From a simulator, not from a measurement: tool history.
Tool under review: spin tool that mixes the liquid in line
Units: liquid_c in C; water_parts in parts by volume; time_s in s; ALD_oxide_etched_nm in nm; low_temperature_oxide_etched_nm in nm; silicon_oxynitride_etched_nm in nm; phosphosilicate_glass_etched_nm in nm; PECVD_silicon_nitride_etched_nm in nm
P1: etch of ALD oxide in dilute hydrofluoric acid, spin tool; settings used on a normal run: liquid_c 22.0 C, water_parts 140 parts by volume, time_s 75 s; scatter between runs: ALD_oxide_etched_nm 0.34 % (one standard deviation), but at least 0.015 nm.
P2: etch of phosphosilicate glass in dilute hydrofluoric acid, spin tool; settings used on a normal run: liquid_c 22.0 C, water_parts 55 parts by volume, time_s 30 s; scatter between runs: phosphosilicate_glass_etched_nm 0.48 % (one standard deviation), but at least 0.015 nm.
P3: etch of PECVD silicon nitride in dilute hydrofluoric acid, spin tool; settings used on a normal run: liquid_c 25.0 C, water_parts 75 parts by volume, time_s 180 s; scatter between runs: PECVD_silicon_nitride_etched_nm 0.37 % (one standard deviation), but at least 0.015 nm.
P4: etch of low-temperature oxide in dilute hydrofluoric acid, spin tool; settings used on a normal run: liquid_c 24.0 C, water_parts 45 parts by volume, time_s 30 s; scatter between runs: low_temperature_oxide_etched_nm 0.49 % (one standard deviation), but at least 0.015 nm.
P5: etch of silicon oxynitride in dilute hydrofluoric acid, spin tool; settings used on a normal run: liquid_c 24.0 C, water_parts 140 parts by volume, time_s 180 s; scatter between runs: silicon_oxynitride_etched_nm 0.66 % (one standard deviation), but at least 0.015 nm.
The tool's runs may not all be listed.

run,hour,process,liquid_c,water_parts,time_s,hours since the thermometer was replaced,hours since the hydrofluoric acid flow meter was replaced,ALD_oxide_etched_nm,low_temperature_oxide_etched_nm,silicon_oxynitride_etched_nm,phosphosilicate_glass_etched_nm,PECVD_silicon_nitride_etched_nm
1,7.5,P1,22.0,140,75,379.5,1653.0,13.2260,,,,
2,19.8,P1,22.0,140,75,391.8,1665.3,13.2610,,,,
3,29.5,P4,24.0,45,30,401.5,1675.0,,25.581,,,
4,36.1,P1,22.0,140,35,408.1,1681.6,6.1858,,,,
5,48.4,P4,24.0,75,30,420.4,1693.9,,14.822,,,
6,54.9,P1,22.0,140,135,426.9,1700.4,23.9910,,,,
7,66.1,P5,24.0,140,300,438.1,1711.6,,,5.7807,,
8,77.7,P2,22.0,105,30,449.7,1723.2,,,,34.521,
9,87.0,P3,25.0,75,180,459.0,1732.5,,,,,7.2159
10,94.1,P1,22.0,80,75,466.1,1739.6,24.9330,,,,
11,100.2,P1,22.0,205,75,472.2,1745.7,8.4908,,,,
12,112.0,P4,30.0,45,30,484.0,1757.5,,32.528,,,
13,123.2,P1,17.0,140,75,495.2,1768.7,10.8780,,,,
14,132.1,P4,24.0,45,50,504.1,1777.6,,42.977,,,
15,139.3,P3,25.0,75,180,511.3,1784.8,,,,,7.2082
16,151.0,P1,29.0,140,75,523.0,1796.5,17.4190,,,,
17,161.4,P2,22.0,55,30,533.4,1806.9,,,,71.076,
18,172.5,P3,25.0,140,180,544.5,1818.0,,,,,3.8993
19,178.4,P1,22.0,140,75,550.4,1823.9,13.3540,,,,
20,187.8,P2,22.0,55,15,559.8,1833.3,,,,35.307,
21,195.2,P1,22.0,140,75,567.2,1840.7,13.3490,,,,
22,204.6,P2,29.0,55,30,576.6,1850.1,,,,93.770,
23,210.8,P1,29.5,140,35,582.8,1856.3,8.2330,,,,
24,223.2,P5,24.0,255,180,595.2,1868.7,,,1.7254,,
25,230.8,P5,17.0,140,180,602.8,1876.3,,,2.4053,,

Run 26 comes next. What will it give?
26,238.1,P3,25.0,75,365,610.1,1883.6,,,,,?

Run 26 yielded PECVD_silicon_nitride_etched_nm 14.7020 nm.

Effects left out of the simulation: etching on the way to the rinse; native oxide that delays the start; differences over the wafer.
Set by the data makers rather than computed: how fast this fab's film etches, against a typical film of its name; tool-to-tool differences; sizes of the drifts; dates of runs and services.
